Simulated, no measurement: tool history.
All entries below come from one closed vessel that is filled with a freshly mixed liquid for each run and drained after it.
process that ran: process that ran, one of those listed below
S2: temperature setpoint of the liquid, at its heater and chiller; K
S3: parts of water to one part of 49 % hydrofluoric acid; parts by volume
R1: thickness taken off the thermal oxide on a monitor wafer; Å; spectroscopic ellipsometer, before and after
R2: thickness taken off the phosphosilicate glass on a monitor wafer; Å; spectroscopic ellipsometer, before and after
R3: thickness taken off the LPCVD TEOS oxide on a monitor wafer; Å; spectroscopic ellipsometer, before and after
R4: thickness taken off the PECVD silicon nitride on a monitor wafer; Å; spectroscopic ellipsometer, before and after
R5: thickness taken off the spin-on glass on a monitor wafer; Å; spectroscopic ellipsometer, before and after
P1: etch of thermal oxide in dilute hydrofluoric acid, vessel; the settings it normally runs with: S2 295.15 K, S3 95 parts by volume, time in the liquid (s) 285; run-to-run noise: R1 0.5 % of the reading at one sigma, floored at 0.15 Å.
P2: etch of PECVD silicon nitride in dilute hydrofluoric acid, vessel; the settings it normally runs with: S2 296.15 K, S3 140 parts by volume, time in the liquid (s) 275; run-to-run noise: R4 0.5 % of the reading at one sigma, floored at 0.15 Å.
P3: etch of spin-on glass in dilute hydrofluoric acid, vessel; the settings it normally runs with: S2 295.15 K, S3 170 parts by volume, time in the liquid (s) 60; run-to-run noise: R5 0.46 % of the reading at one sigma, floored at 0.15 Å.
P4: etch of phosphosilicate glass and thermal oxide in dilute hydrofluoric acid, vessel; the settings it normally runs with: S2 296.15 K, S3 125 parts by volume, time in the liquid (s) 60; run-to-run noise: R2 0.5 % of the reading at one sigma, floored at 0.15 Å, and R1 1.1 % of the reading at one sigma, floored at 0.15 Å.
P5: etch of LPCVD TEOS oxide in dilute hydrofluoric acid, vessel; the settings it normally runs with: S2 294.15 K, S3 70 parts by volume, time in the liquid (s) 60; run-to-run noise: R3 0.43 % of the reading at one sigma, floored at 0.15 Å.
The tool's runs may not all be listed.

{"run": 1, "hour": 5.5, "process that ran": "P1", "S2": 295.15, "S3": 95, "time in the liquid (s)": 285, "R1": 135.6}
{"run": 2, "hour": 10.7, "process that ran": "P4", "S2": 296.15, "S3": 125, "time in the liquid (s)": 30, "R1": 10.858, "R2": 211.72}
{"run": 3, "hour": 16.2, "process that ran": "P1", "S2": 295.15, "S3": 95, "time in the liquid (s)": 55, "R1": 25.948}
{"run": 4, "hour": 23.1, "process that ran": "P1", "S2": 290.15, "S3": 95, "time in the liquid (s)": 425, "R1": 164.2}
{"run": 5, "hour": 29.9, "process that ran": "P5", "S2": 294.15, "S3": 70, "time in the liquid (s)": 60, "R3": 189.55}
{"run": 6, "hour": 36.5, "process that ran": "P2", "S2": 296.15, "S3": 45, "time in the liquid (s)": 275, "R4": 256.75}
{"run": 7, "hour": 40.5, "process that ran": "P2", "S2": 296.15, "S3": 140, "time in the liquid (s)": 275, "R4": 84.915}
{"run": 8, "hour": 46.8, "process that ran": "P4", "S2": 296.15, "S3": 195, "time in the liquid (s)": 60, "R1": 12.55, "R2": 252.03}
{"run": 9, "hour": 50.0, "process that ran": "P1", "S2": 295.15, "S3": 95, "time in the liquid (s)": 285, "R1": 134.11}
{"run": 10, "hour": 56.0, "process that ran": "P5", "S2": 301.15, "S3": 70, "time in the liquid (s)": 60, "R3": 252.69}
{"run": 11, "hour": 61.5, "process that ran": "P2", "S2": 296.15, "S3": 140, "time in the liquid (s)": 510, "R4": 158.65}
{"run": 12, "hour": 68.4, "process that ran": "P1", "S2": 295.15, "S3": 95, "time in the liquid (s)": 285, "R1": 135.56}
{"run": 13, "hour": 74.9, "process that ran": "P4", "S2": 290.15, "S3": 125, "time in the liquid (s)": 60, "R1": 16.573, "R2": 331.95}
{"run": 14, "hour": 81.0, "process that ran": "P5", "S2": 294.15, "S3": 70, "time in the liquid (s)": 60, "R3": 189.62}
{"run": 15, "hour": 87.1, "process that ran": "P1", "S2": 295.15, "S3": 95, "time in the liquid (s)": 285, "R1": 134.95}
{"run": 16, "hour": 92.3, "process that ran": "P5", "S2": 294.15, "S3": 70, "time in the liquid (s)": 30, "R3": 94.952}
{"run": 17, "hour": 98.3, "process that ran": "P3", "S2": 295.15, "S3": 170, "time in the liquid (s)": 115, "R5": 379.95}
{"run": 18, "hour": 105.2, "process that ran": "P5", "S2": 294.15, "S3": 40, "time in the liquid (s)": 60, "R3": 345.95}
{"run": 19, "hour": 109.9, "process that ran": "P3", "S2": 295.15, "S3": 275, "time in the liquid (s)": 60, "R5": 111.13}
{"run": 20, "hour": 116.9, "process that ran": "P3", "S2": 295.15, "S3": 170, "time in the liquid (s)": 60, "R5": 198.39}
{"run": 21, "hour": 123.6, "process that ran": "P1", "S2": 290.15, "S3": 95, "time in the liquid (s)": 75, "R1": 29.033}
{"run": 22, "hour": 129.0, "process that ran": "P1", "S2": 295.15, "S3": 50, "time in the liquid (s)": 40, "R1": 38.326}
{"run": 23, "hour": 135.5, "process that ran": "P2", "S2": 304.15, "S3": 140, "time in the liquid (s)": 275, "R4": 139.4}
{"run": 24, "hour": 140.4, "process that ran": "P1", "S2": 299.15, "S3": 95, "time in the liquid (s)": 285, "R1": 159.73}
{"run": 25, "hour": 146.3, "process that ran": "P1", "S2": 295.15, "S3": 95, "time in the liquid (s)": 285, "R1": 135.53}
{"run": 26, "hour": 150.3, "process that ran": "P1", "S2": 290.15, "S3": 95, "time in the liquid (s)": 285, "R1": 110.04}
{"run": 27, "hour": 155.3, "process that ran": "P1", "S2": 295.15, "S3": 95, "time in the liquid (s)": 505, "R1": 239.83}
{"run": 28, "hour": 162.4, "process that ran": "P3", "S2": 295.15, "S3": 170, "time in the liquid (s)": 60, "R5": 199.59}
{"run": 29, "hour": 168.0, "process that ran": "P1", "S2": 295.15, "S3": 95, "time in the liquid (s)": 285, "R1": 136.12}
{"hour": 171.0, "done": "hydrofluoric acid flow meter replaced"}
{"run": 30, "hour": 173.3, "process that ran": "P1", "S2": 295.15, "S3": 95, "time in the liquid (s)": 285, "R1": 136.42}
{"run": 31, "hour": 177.9, "process that ran": "P4", "S2": 296.15, "S3": 125, "time in the liquid (s)": 60, "R1": 20.888, "R2": 423.87}
{"run": 32, "hour": 181.4, "process that ran": "P2", "S2": 296.15, "S3": 140, "time in the liquid (s)": 275, "R4": 84.995}
{"run": 33, "hour": 185.9, "process that ran": "P1", "S2": 295.15, "S3": 30, "time in the liquid (s)": 285, "R1": 464.03}
{"run": 34, "hour": 189.2, "process that ran": "P3", "S2": 301.15, "S3": 170, "time in the liquid (s)": 60, "R5": 250.52}
{"run": 35, "hour": 194.0, "process that ran": "P1", "S2": 295.15, "S3": 155, "time in the liquid (s)": 285, "R1": 77.304}
{"run": 36, "hour": 197.5, "process that ran": "P1", "S2": 295.15, "S3": 95, "time in the liquid (s)": 285, "R1": 135.28}
{"run": 37, "hour": 203.0, "process that ran": "P1", "S2": 295.15, "S3": 95, "time in the liquid (s)": 285, "R1": 131.23}
{"run": 38, "hour": 209.1, "process that ran": "P1", "S2": 295.15, "S3": 95, "time in the liquid (s)": 285, "R1": 128.63}
{"run": 39, "hour": 215.3, "process that ran": "P1", "S2": 295.15, "S3": 95, "time in the liquid (s)": 285, "R1": 126.85}
{"run": 40, "hour": 218.9, "process that ran": "P1", "S2": 295.15, "S3": 95, "time in the liquid (s)": 285, "R1": 125.42}
{"run": 41, "hour": 222.5, "process that ran": "P1", "S2": 295.15, "S3": 95, "time in the liquid (s)": 285, "R1": 125.22}
{"run": 42, "hour": 228.1, "process that ran": "P1", "S2": 295.15, "S3": 95, "time in the liquid (s)": 285, "R1": 125.06}
{"run": 43, "hour": 234.4, "process that ran": "P1", "S2": 295.15, "S3": 95, "time in the liquid (s)": 285, "R1": 123.4}
{"run": 44, "hour": 237.7, "process that ran": "P1", "S2": 295.15, "S3": 95, "time in the liquid (s)": 285, "R1": 122.62}
{"run": 45, "hour": 242.0, "process that ran": "P1", "S2": 295.15, "S3": 95, "time in the liquid (s)": 285, "R1": 123.92}
{"run": 46, "hour": 248.0, "process that ran": "P1", "S2": 295.15, "S3": 95, "time in the liquid (s)": 285, "R1": 124.07}
{"run": 47, "hour": 255.2, "process that ran": "P1", "S2": 295.15, "S3": 95, "time in the liquid (s)": 285, "R1": 124.35}

What P1 gives has crept away from where it was. These 2 causes fit the log equally well, each at the size given:
A: hydrofluoric acid flow below the setpoint (%) = 7.8
B: liquid colder than its thermometer reads (K) = 2.22
The gradual shift began around hour 197.5.

The check runs listed below each take one wafer, and their results are still question marks. Under which run would the listed causes lead to clearly different results?
{"run": "check 1", "hour": 262.4, "process that ran": "P3", "S2": 295.15, "S3": 170, "time in the liquid (s)": 60, "R5": "?"}
{"run": "check 2", "hour": 262.4, "process that ran": "P5", "S2": 294.15, "S3": 70, "time in the liquid (s)": 60, "R3": "?"}
{"run": "check 3", "hour": 262.4, "process that ran": "P4", "S2": 296.15, "S3": 125, "time in the liquid (s)": 60, "R1": "?", "R2": "?"}
{"run": "check 4", "hour": 262.4, "process that ran": "P2", "S2": 296.15, "S3": 140, "time in the liquid (s)": 275, "R4": "?"}

Predicted outcomes, by check and by cause:
check=check_1 result=R5 if_A=181.17 if_B=182.97
check=check_2 result=R3 if_A=175.010 if_B=174.160
check=check_3 result=R1 if_A=19.416 if_B=19.517
check=check_3 result=R2 if_A=386.99 if_B=388.99
check=check_4 result=R4 if_A=78.117 if_B=73.095
Gap, in per cent, between the two causes that each check separates least, read from the result that separates them most: check 1 0.99 %; check 2 0.48 %; check 3 0.52 %; check 4 6.65 %
Check 4 tells the causes apart: in the others they would give nearly the same result.

Running check 4 produced the following: R4 73.624 Å. Which one of the listed causes fits?

It is B: liquid colder than its thermometer reads (K).

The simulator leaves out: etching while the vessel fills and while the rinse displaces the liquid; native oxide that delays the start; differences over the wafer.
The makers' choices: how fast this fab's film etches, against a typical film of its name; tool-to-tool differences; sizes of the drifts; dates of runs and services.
